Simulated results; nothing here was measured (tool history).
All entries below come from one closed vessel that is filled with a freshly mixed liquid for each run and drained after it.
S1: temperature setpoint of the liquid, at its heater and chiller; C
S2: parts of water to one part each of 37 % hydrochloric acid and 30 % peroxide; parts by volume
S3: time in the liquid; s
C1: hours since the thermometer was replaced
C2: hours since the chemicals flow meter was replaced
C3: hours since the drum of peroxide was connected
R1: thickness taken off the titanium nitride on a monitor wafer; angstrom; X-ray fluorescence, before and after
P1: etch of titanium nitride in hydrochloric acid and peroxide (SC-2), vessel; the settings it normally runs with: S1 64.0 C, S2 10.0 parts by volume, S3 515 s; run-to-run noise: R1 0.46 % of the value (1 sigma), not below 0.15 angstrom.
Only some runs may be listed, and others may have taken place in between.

{"run": 1, "hour": 6.8, "S1": 64.0, "S2": 10.0, "S3": 515, "C1": 588.1, "C2": 291.1, "C3": 314.5, "R1": 259.89}
{"run": 2, "hour": 15.7, "S1": 64.0, "S2": 4.0, "S3": 515, "C1": 597.0, "C2": 300.0, "C3": 323.4, "R1": 512.48}
{"run": 3, "hour": 22.3, "S1": 52.0, "S2": 10.0, "S3": 260, "C1": 603.6, "C2": 306.6, "C3": 330.0, "R1": 61.378}
{"run": 4, "hour": 34.5, "S1": 64.0, "S2": 10.0, "S3": 515, "C1": 615.8, "C2": 318.8, "C3": 342.2, "R1": 258.39}
{"run": 5, "hour": 44.2, "S1": 64.0, "S2": 10.0, "S3": 515, "C1": 625.5, "C2": 328.5, "C3": 351.9, "R1": 259.7}
{"run": 6, "hour": 51.8, "S1": 53.0, "S2": 16.5, "S3": 515, "C1": 633.1, "C2": 336.1, "C3": 359.5, "R1": 84.48}
{"run": 7, "hour": 62.4, "S1": 64.0, "S2": 10.0, "S3": 990, "C1": 643.7, "C2": 346.7, "C3": 370.1, "R1": 494.51}
{"run": 8, "hour": 72.8, "S1": 64.0, "S2": 15.5, "S3": 515, "C1": 654.1, "C2": 357.1, "C3": 380.5, "R1": 177.5}
{"run": 9, "hour": 83.2, "S1": 48.5, "S2": 10.0, "S3": 515, "C1": 664.5, "C2": 367.5, "C3": 390.9, "R1": 95.789}
{"run": 10, "hour": 93.6, "S1": 64.0, "S2": 10.0, "S3": 115, "C1": 674.9, "C2": 377.9, "C3": 401.3, "R1": 57.925}
{"run": 11, "hour": 106.8, "S1": 56.0, "S2": 4.0, "S3": 515, "C1": 688.1, "C2": 391.1, "C3": 414.5, "R1": 312.21}
{"run": 12, "hour": 114.3, "S1": 72.0, "S2": 10.0, "S3": 515, "C1": 695.6, "C2": 398.6, "C3": 422.0, "R1": 418.6}
{"run": 13, "hour": 123.3, "S1": 64.0, "S2": 10.0, "S3": 515, "C1": 704.6, "C2": 407.6, "C3": 431.0, "R1": 261.53}

The next listed run, before its measurement:
{"run": 14, "hour": 132.8, "S1": 64.0, "S2": 10.0, "S3": 515, "C1": 714.1, "C2": 417.1, "C3": 440.5, "R1": "?"}

Run 14 yielded R1 261.750 angstrom.

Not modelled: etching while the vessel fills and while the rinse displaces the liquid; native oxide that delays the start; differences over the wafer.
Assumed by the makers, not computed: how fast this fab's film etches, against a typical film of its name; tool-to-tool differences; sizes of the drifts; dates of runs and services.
